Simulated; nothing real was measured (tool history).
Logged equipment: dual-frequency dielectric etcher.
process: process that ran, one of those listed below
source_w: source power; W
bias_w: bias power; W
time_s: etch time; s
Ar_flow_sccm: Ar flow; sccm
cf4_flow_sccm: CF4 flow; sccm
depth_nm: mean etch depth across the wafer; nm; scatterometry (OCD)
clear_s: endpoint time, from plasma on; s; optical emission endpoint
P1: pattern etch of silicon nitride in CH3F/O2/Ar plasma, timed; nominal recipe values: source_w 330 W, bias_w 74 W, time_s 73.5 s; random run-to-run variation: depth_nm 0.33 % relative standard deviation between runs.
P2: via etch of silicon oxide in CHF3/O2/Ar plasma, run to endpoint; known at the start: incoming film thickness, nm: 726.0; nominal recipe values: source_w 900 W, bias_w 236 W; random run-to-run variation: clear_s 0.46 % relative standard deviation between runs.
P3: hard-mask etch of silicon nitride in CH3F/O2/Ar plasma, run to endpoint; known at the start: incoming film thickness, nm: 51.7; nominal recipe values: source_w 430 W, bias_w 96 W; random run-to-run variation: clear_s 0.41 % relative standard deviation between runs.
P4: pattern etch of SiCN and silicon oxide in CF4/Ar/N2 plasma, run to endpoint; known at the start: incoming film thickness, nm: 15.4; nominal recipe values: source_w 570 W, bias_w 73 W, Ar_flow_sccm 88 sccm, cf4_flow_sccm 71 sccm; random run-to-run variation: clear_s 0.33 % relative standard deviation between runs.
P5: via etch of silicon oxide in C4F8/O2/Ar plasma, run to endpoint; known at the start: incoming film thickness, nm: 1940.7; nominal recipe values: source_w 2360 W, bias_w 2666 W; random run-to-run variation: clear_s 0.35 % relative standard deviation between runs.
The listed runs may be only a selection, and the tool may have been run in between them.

run,hour,process,source_w,bias_w,time_s,Ar_flow_sccm,cf4_flow_sccm,hours since the last wet clean,hours since the last source power generator calibration,hours since the last bias power generator calibration,depth_nm,clear_s
1,5.1,P1,330,74,73.5,,,133.8,1154,282.9,48.064,
2,9.1,P1,330,74,73.5,,,137.8,1158,286.9,48.158,
3,12.2,P1,410,74,73.5,,,140.9,1161.1,290,51.971,
4,15.3,P5,2360,3655,,,,144,1164.2,293.1,,298.21
5,20.9,P4,430,73,,88,71,149.6,1169.8,298.7,,18.083
6,23.8,P3,430,96,,,,152.5,1172.7,301.6,,67.856
7,27.9,P1,330,74,73.5,,,156.6,1176.8,305.7,48.083,
8,31.7,P1,330,74,73.5,,,160.4,1180.6,309.5,47.906,
9,35.5,P2,900,236,,,,164.2,1184.4,313.3,,280.04
10,40.9,P1,330,74,104,,,169.6,1189.8,318.7,67.799,
11,45.1,P5,2820,2666,,,,173.8,1194,322.9,,305.34
12,49.7,P3,430,127,,,,178.4,1198.6,327.5,,61.267
13,53.8,P2,710,236,,,,182.5,1202.7,331.6,,306.21
14,58.9,P4,570,73,,88,71,187.6,1207.8,336.7,,14.031
15,63.6,P1,420,74,54.5,,,192.3,1212.5,341.4,38.94,
16,68,P1,330,47,73.5,,,196.7,1216.9,345.8,41.404,
17,73,P4,570,73,,59,71,201.7,1221.9,350.8,,13.353
18,76.3,P1,200,74,73.5,,,205,1225.2,354.1,39.882,
19,80.7,P2,900,292,,,,209.4,1229.6,358.5,,257.63
20,87,P4,570,73,,88,86,215.7,1235.9,364.8,,13.71
21,93.1,P4,570,43,,88,71,221.8,1242,370.9,,16.633
22,98.5,P1,330,74,47,,,227.2,1247.4,376.3,30.734,
23,102.2,P3,600,96,,,,230.9,1251.1,380,,60.252
24,105.5,P5,2360,2666,,,,234.2,1254.4,383.3,,328.5
25,111.6,P1,330,97,73.5,,,240.3,1260.5,389.4,52.883,
26,115.4,P1,330,74,73.5,,,244.1,1264.3,393.2,47.914,
27,120.1,P3,430,96,,,,248.8,1269,397.9,,67.862
28,126,P1,330,74,73.5,,,254.7,1274.9,403.8,47.774,
29,131.8,P1,330,74,73.5,,,260.5,1280.7,409.6,48.479,
30,136.8,P1,330,74,73.5,,,265.5,1285.7,414.6,48.611,
31,140.2,P1,330,74,73.5,,,268.9,1289.1,418,48.53,

For run 32, what comes out?
32,144.2,P1,330,74,73.5,,,272.9,1293.1,422,?,

{"run 32": {"depth_nm": 48.551}}
